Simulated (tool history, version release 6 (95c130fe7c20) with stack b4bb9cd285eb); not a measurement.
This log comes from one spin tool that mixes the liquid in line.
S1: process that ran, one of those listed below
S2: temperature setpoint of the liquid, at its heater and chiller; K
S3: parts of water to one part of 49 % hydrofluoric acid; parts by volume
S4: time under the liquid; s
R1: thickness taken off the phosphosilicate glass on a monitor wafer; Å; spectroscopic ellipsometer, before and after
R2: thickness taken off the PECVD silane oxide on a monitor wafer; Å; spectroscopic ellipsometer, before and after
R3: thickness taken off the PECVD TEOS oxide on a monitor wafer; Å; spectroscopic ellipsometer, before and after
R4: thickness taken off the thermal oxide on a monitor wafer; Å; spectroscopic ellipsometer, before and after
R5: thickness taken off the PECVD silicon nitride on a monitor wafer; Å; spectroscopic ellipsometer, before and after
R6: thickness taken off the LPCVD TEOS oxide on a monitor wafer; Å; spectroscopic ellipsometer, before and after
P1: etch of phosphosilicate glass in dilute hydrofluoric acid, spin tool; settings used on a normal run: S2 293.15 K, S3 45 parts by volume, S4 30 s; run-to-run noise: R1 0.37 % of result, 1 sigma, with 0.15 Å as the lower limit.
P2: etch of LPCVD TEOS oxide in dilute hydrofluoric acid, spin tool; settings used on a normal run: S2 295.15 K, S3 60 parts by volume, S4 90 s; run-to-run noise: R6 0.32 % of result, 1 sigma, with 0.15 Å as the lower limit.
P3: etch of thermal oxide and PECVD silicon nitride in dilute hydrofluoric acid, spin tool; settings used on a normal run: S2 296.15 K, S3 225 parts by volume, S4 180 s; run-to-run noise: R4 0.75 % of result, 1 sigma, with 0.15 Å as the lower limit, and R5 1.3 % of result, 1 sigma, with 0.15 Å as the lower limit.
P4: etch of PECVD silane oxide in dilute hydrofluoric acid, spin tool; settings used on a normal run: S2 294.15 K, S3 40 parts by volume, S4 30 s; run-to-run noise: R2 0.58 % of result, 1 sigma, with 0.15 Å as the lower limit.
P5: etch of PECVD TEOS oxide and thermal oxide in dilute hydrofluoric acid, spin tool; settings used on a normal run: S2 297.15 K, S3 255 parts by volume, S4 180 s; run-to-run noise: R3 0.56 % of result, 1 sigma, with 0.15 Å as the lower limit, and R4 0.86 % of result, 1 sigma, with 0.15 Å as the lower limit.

| run | hour | S1 | S2 | S3 | S4 | R1 | R2 | R3 | R4 | R5 | R6 |
|---|---|---|---|---|---|---|---|---|---|---|---|
| 1 | 7.0 | P1 | 293.15 | 45 | 30 | 522.63 |  |  |  |  |  |
| 2 | 15.2 | P4 | 294.15 | 20 | 30 |  | 448.71 |  |  |  |  |
| 3 | 22.7 | P1 | 290.15 | 45 | 30 | 460.80 |  |  |  |  |  |
| 4 | 30.3 | P1 | 297.15 | 45 | 30 | 623.30 |  |  |  |  |  |
| 5 | 37.0 | P1 | 293.15 | 70 | 15 | 162.84 |  |  |  |  |  |
| 6 | 47.9 | P4 | 301.65 | 40 | 30 |  | 296.82 |  |  |  |  |
| 7 | 56.8 | P1 | 293.15 | 45 | 30 | 525.41 |  |  |  |  |  |
| 8 | 67.7 | P5 | 297.15 | 255 | 180 |  |  | 70.397 | 27.515 |  |  |
| 9 | 73.5 | P3 | 296.15 | 120 | 180 |  |  |  | 65.833 | 38.502 |  |
| 10 | 84.1 | P4 | 294.15 | 40 | 30 |  | 217.02 |  |  |  |  |
| 11 | 94.8 | P2 | 290.65 | 60 | 90 |  |  |  |  |  | 295.06 |
| 12 | 101.0 | P1 | 293.15 | 45 | 30 | 525.40 |  |  |  |  |  |
| 13 | 106.1 | P1 | 297.65 | 75 | 30 | 363.70 |  |  |  |  |  |
| 14 | 115.4 | P5 | 290.15 | 255 | 180 |  |  | 54.979 | 21.534 |  |  |
| 15 | 122.1 | P1 | 293.15 | 30 | 55 | 1456.90 |  |  |  |  |  |
| 16 | 127.3 | P4 | 294.15 | 40 | 30 |  | 219.21 |  |  |  |  |
| 17 | 132.3 | P3 | 296.15 | 225 | 180 |  |  |  | 31.576 | 19.923 |  |
| 18 | 139.8 | P5 | 297.15 | 75 | 180 |  |  | 294.300 | 115.840 |  |  |
| 19 | 147.9 | P5 | 297.15 | 255 | 180 |  |  | 70.988 | 27.568 |  |  |
| 20 | 154.4 | P2 | 295.15 | 60 | 90 |  |  |  |  |  | 354.90 |
| 21 | 163.4 | P1 | 293.15 | 45 | 30 | 522.61 |  |  |  |  |  |

Predict the results of run 22:
| 22 | 172.4 | P2 | 295.15 | 60 | 160 |  |  |  |  |  | ? |

Logged for run 22: R6 631.29 Å.
